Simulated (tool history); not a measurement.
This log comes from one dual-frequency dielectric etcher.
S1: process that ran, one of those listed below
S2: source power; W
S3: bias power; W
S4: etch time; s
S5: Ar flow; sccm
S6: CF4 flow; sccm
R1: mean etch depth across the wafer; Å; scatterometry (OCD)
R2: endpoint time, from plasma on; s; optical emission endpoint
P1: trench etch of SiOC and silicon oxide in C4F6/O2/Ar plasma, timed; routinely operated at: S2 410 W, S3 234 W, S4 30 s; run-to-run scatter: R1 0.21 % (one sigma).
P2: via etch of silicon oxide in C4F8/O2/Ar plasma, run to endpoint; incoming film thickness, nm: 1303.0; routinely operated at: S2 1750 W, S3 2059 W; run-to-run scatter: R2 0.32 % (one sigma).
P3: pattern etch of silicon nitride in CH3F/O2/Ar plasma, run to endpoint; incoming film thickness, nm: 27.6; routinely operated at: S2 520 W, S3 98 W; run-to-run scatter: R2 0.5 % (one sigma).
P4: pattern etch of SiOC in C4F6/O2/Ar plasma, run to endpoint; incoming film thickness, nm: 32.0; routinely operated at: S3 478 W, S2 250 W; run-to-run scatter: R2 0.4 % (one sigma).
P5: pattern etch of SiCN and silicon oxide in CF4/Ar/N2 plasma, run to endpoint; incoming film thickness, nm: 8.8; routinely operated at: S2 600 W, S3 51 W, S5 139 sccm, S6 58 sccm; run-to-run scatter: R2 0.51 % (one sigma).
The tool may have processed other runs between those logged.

run   hour  S1    S2    S3    S4   S5  S6      R1      R2
  1   13.3  P1   410   234    30           648.28
  2   22.9  P3   520    98                          31.19
  3   36.2  P3   650    98                         29.003
  4   48.2  P2  1750  2737                         247.82
  5   62.8  P3   520    98                         31.567
  6   71.8  P1   300   234    30           575.04
  7   79.9  P4   250   478                         13.506
  8   87.8  P4   250   353                         15.226
  9   95.9  P3   520   126                         28.918
 10  102.5  P2  1750  2059                         270.87
     110.1  -- wet clean of the chamber
 11  113.6  P4   200   478                         14.714
 12  121.9  P1   410   185    23            460.4
 13  132.7  P1   570   326    30           822.01
 14  144.7  P1   410   288    30           695.12
 15  156.3  P5   600    51         93  58          9.0411
 16  166.1  P1   410   190  37.5            760.3
 17  176.3  P5   420    51        139  58          13.256
 18  190.4  P1   410   234    45           973.74
 19    199  P1   410   234    18           387.43
 20  206.7  P2  1340  2059                         300.95
 21    219  P2  1750  2059                         268.83
 22  231.9  P1   410   234    30           646.02
 23  246.7  P1   410   155    30              569
 24  259.7  P5   600    51        139  58          9.7679
 25  274.1  P1   410   234    30           648.43
 26  286.2  P5   600    68        139  58          8.7437
 27  300.3  P1   410   234    30           647.99
 28  315.1  P1   520   234    30           708.52
 29  328.8  P5   600    51        139  69          9.3251
 30  336.5  P1   410   234    30           645.45
 31  348.9  P1   410   234    30           644.59
 32  362.9  P1   410   234    30           642.62
 33    378  P1   410   234    30           642.46
 34  392.1  P1   410   234    30           642.61
 35  406.9  P1   410   234    30           642.22
     413.4  -- wet clean of the chamber
 36    421  P1   410   234    30           638.79
 37  430.5  P1   410   234    30           639.31
 38  443.9  P1   410   234    30           639.03
 39    454  P1   410   234    30           636.57
 40  466.8  P1   410   234    30           639.78
 41  473.5  P1   410   234    30           639.72

The output of P1 has drifted from where it used to be. Each of the 2 causes below, taken at the size shown beside it, accounts for the log equally well:
A: bias power that arrives under what is set, % = 4.54
B: source power that arrives under what is set, % = 3.95
The creep began at about hour 336.5.
Ruled out, with reasons:
chamber walls in a state that lowers the etch rate, %: serviced at hour 413.4, after the change had begun; the process did not return to its earlier output

Below are 4 check runs, each averaged over 5 wafers, with their results shown as question marks. Which of them would give clearly different results depending on which cause is behind the drift?
check 1  480.2  P4   250   478                    ?
check 2  480.2  P3   520    98                    ?
check 3  480.2  P2  1750  2059                    ?
check 4  480.2  P5   600    51      139  58       ?

Outcome of each check run for each possible cause:
  check  result    if A    if B
check 1      R2  13.776  13.738
check 2      R2  31.932  31.883
check 3      R2  273.19   273.9
check 4      R2  9.8276  10.028
How far apart the two closest causes lie, in the result that separates them most: check 1 0.28 %; check 2 0.15 %; check 3 0.26 %; check 4 2.02 %
Check 4 is the one run that separates the causes; every other check would come out nearly the same whichever cause is at work.

Then check 4 was run and gave: R2 10.014 s. Which cause is it?

The cause is B: source power that arrives under what is set, %.

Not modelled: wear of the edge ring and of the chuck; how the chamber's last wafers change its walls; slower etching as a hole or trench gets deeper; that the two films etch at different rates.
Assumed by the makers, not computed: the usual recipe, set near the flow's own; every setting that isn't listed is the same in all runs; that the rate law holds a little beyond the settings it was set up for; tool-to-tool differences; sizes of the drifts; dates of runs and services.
